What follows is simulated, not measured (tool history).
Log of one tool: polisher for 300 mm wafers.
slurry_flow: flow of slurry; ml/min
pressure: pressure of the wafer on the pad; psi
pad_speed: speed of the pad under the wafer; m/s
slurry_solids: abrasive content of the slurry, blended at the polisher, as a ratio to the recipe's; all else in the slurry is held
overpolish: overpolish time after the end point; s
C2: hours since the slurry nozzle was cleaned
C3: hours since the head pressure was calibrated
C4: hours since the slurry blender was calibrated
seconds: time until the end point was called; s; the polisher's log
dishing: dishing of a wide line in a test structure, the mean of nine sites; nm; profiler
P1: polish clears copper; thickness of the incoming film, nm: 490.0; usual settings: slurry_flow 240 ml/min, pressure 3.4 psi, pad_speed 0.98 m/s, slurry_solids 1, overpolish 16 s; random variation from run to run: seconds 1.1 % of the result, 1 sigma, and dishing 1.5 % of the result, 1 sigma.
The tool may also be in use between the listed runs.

Run 1, hour 4.4: slurry_flow 240 ml/min, pressure 3.4 psi, pad_speed 0.98 m/s, slurry_solids 1, overpolish 16 s; wafers polished on this pad 409; C2 285.9; C3 122.6; C4 100.9. Result: seconds 161.57 s, dishing 31.763 nm.
Run 2, hour 11.5: slurry_flow 240 ml/min, pressure 4.8 psi, pad_speed 0.46 m/s, slurry_solids 1, overpolish 16 s; wafers polished on this pad 474; C2 293; C3 129.7; C4 108. Result: seconds 239.7 s, dishing 22.908 nm.
At hour 13.4: slurry blender recalibrated.
Run 3, hour 16.4: slurry_flow 240 ml/min, pressure 3.4 psi, pad_speed 0.98 m/s, slurry_solids 1.4, overpolish 16 s; wafers polished on this pad 519; C2 297.9; C3 134.6; C4 3. Result: seconds 150.85 s, dishing 33.609 nm.
Run 4, hour 21.8: slurry_flow 310 ml/min, pressure 3.4 psi, pad_speed 0.98 m/s, slurry_solids 1, overpolish 16 s; wafers polished on this pad 568; C2 303.3; C3 140; C4 8.4. Result: seconds 155.22 s, dishing 33.058 nm.
Run 5, hour 27.5: slurry_flow 145 ml/min, pressure 3.4 psi, pad_speed 0.98 m/s, slurry_solids 1, overpolish 16 s; wafers polished on this pad 620; C2 309; C3 145.7; C4 14.1. Result: seconds 170.92 s, dishing 29.983 nm.
Run 6, hour 33.7: slurry_flow 240 ml/min, pressure 3.4 psi, pad_speed 0.98 m/s, slurry_solids 1, overpolish 16 s; wafers polished on this pad 677; C2 315.2; C3 151.9; C4 20.3. Result: seconds 161.21 s, dishing 32.05 nm.
Run 7, hour 40.9: slurry_flow 240 ml/min, pressure 2.1 psi, pad_speed 0.98 m/s, slurry_solids 1, overpolish 16 s; wafers polished on this pad 743; C2 322.4; C3 159.1; C4 27.5. Result: seconds 256.41 s, dishing 21.365 nm.
Run 8, hour 46.7: slurry_flow 240 ml/min, pressure 3.4 psi, pad_speed 0.98 m/s, slurry_solids 1, overpolish 5 s; wafers polished on this pad 796; C2 328.2; C3 164.9; C4 33.3. Result: seconds 159.98 s, dishing 11.415 nm.
Run 9, hour 52: slurry_flow 240 ml/min, pressure 5.4 psi, pad_speed 0.98 m/s, slurry_solids 1, overpolish 16 s; wafers polished on this pad 844; C2 333.5; C3 170.2; C4 38.6. Result: seconds 101.76 s, dishing 47.587 nm.
Run 10, hour 58.1: slurry_flow 240 ml/min, pressure 3.4 psi, pad_speed 1.26 m/s, slurry_solids 1, overpolish 16 s; wafers polished on this pad 900; C2 339.6; C3 176.3; C4 44.7. Result: seconds 126.37 s, dishing 38.075 nm.
Run 11, hour 65: slurry_flow 240 ml/min, pressure 3.4 psi, pad_speed 0.98 m/s, slurry_solids 1, overpolish 26 s; wafers polished on this pad 963; C2 346.5; C3 183.2; C4 51.6. Result: seconds 157.08 s, dishing 47.263 nm.
Run 12, hour 71.3: slurry_flow 240 ml/min, pressure 3.4 psi, pad_speed 0.98 m/s, slurry_solids 1, overpolish 16 s; wafers polished on this pad 1020; C2 352.8; C3 189.5; C4 57.9. Result: seconds 164.89 s, dishing 32.179 nm.
Run 13, hour 75.9: slurry_flow 240 ml/min, pressure 3.4 psi, pad_speed 0.98 m/s, slurry_solids 0.5, overpolish 16 s; wafers polished on this pad 1063; C2 357.4; C3 194.1; C4 62.5. Result: seconds 186.63 s, dishing 28.278 nm.
Run 14, hour 81.1: slurry_flow 240 ml/min, pressure 3.4 psi, pad_speed 0.98 m/s, slurry_solids 1, overpolish 16 s; wafers polished on this pad 1110; C2 362.6; C3 199.3; C4 67.7. Result: seconds 159.19 s, dishing 32.222 nm.
Run 15, hour 87.3: slurry_flow 240 ml/min, pressure 3.4 psi, pad_speed 0.98 m/s, slurry_solids 1, overpolish 16 s; wafers polished on this pad 1167; C2 368.8; C3 205.5; C4 73.9. Result: seconds 161.19 s, dishing 32.373 nm.

Run 16 comes next. What will it give?
Run 16, hour 92.1: slurry_flow 240 ml/min, pressure 3.4 psi, pad_speed 0.48 m/s, slurry_solids 1, overpolish 16 s; wafers polished on this pad 1211; C2 373.6; C3 210.3; C4 78.7. Result: seconds ?, dishing ?.

seconds: 318.68 s
dishing: 17.109 nm

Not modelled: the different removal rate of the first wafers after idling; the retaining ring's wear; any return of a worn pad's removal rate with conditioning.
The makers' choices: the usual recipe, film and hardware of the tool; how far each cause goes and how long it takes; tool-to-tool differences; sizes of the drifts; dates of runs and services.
